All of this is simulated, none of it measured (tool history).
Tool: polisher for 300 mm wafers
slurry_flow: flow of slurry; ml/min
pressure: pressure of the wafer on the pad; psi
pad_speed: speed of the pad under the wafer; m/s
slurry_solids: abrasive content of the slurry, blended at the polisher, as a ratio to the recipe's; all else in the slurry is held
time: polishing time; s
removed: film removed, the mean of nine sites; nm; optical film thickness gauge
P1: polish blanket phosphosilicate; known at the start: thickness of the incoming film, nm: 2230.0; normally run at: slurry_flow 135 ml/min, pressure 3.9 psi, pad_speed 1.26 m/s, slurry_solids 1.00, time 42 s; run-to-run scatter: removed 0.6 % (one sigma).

run 1 hour=10.6 | slurry_flow=135 pressure=3.9 pad_speed=1.26 slurry_solids=1.00 time=42 | removed=458.38
run 2 hour=24.5 | slurry_flow=205 pressure=3.9 pad_speed=1.26 slurry_solids=1.00 time=42 | removed=490.46
run 3 hour=37.0 | slurry_flow=135 pressure=3.9 pad_speed=1.26 slurry_solids=1.00 time=30 | removed=330.50
run 4 hour=49.5 | slurry_flow=135 pressure=3.9 pad_speed=1.26 slurry_solids=1.00 time=42 | removed=463.43
run 5 hour=59.8 | slurry_flow=135 pressure=3.9 pad_speed=0.88 slurry_solids=1.00 time=42 | removed=343.62
run 6 hour=72.1 | slurry_flow=135 pressure=3.9 pad_speed=1.86 slurry_solids=1.00 time=42 | removed=628.56
run 7 hour=85.2 | slurry_flow=135 pressure=3.9 pad_speed=1.26 slurry_solids=1.45 time=42 | removed=536.13
run 8 hour=94.4 | slurry_flow=135 pressure=3.9 pad_speed=1.26 slurry_solids=1.00 time=55 | removed=609.81
run 9 hour=108.3 | slurry_flow=135 pressure=3.9 pad_speed=1.26 slurry_solids=1.00 time=42 | removed=460.51
run 10 hour=125.1 | slurry_flow=135 pressure=1.8 pad_speed=1.26 slurry_solids=1.00 time=42 | removed=212.92
run 11 hour=133.2 | slurry_flow=135 pressure=2.9 pad_speed=1.26 slurry_solids=1.30 time=42 | removed=391.06
-- hour=136.5 slurry nozzle cleaned
run 12 hour=144.8 | slurry_flow=135 pressure=3.9 pad_speed=1.26 slurry_solids=1.00 time=42 | removed=460.64
run 13 hour=155.4 | slurry_flow=135 pressure=3.9 pad_speed=1.26 slurry_solids=1.00 time=42 | removed=460.93
run 14 hour=166.5 | slurry_flow=135 pressure=3.9 pad_speed=1.26 slurry_solids=1.00 time=42 | removed=460.04
run 15 hour=178.2 | slurry_flow=135 pressure=5.1 pad_speed=1.26 slurry_solids=1.00 time=42 | removed=608.49
run 16 hour=195.5 | slurry_flow=100 pressure=3.9 pad_speed=0.88 slurry_solids=1.00 time=42 | removed=327.07
run 17 hour=206.3 | slurry_flow=80 pressure=3.9 pad_speed=1.26 slurry_solids=1.00 time=42 | removed=410.67
run 18 hour=219.4 | slurry_flow=135 pressure=3.9 pad_speed=1.26 slurry_solids=1.00 time=42 | removed=461.37
run 19 hour=231.7 | slurry_flow=135 pressure=3.9 pad_speed=1.26 slurry_solids=0.70 time=42 | removed=386.92
run 20 hour=244.8 | slurry_flow=135 pressure=3.9 pad_speed=1.26 slurry_solids=1.00 time=42 | removed=461.52
run 21 hour=256.5 | slurry_flow=135 pressure=3.9 pad_speed=1.26 slurry_solids=1.00 time=42 | removed=445.58
run 22 hour=271.9 | slurry_flow=135 pressure=3.9 pad_speed=1.26 slurry_solids=1.00 time=42 | removed=431.63
run 23 hour=290.4 | slurry_flow=135 pressure=3.9 pad_speed=1.26 slurry_solids=1.00 time=42 | removed=416.65
run 24 hour=302.5 | slurry_flow=135 pressure=3.9 pad_speed=1.26 slurry_solids=1.00 time=42 | removed=416.01
-- hour=309.0 slurry nozzle cleaned
run 25 hour=315.6 | slurry_flow=135 pressure=3.9 pad_speed=1.26 slurry_solids=1.00 time=42 | removed=411.50
-- hour=315.9 conditioning disc replaced and pad reconditioned
run 26 hour=327.9 | slurry_flow=135 pressure=3.9 pad_speed=1.26 slurry_solids=1.00 time=42 | removed=406.76

The next listed run, before its measurement:
-- hour=335.3 head pressure recalibrated
run 27 hour=342.5 | slurry_flow=135 pressure=3.9 pad_speed=1.26 slurry_solids=1.00 time=42 | removed=?

{"run 27": {"removed": 411.15}}
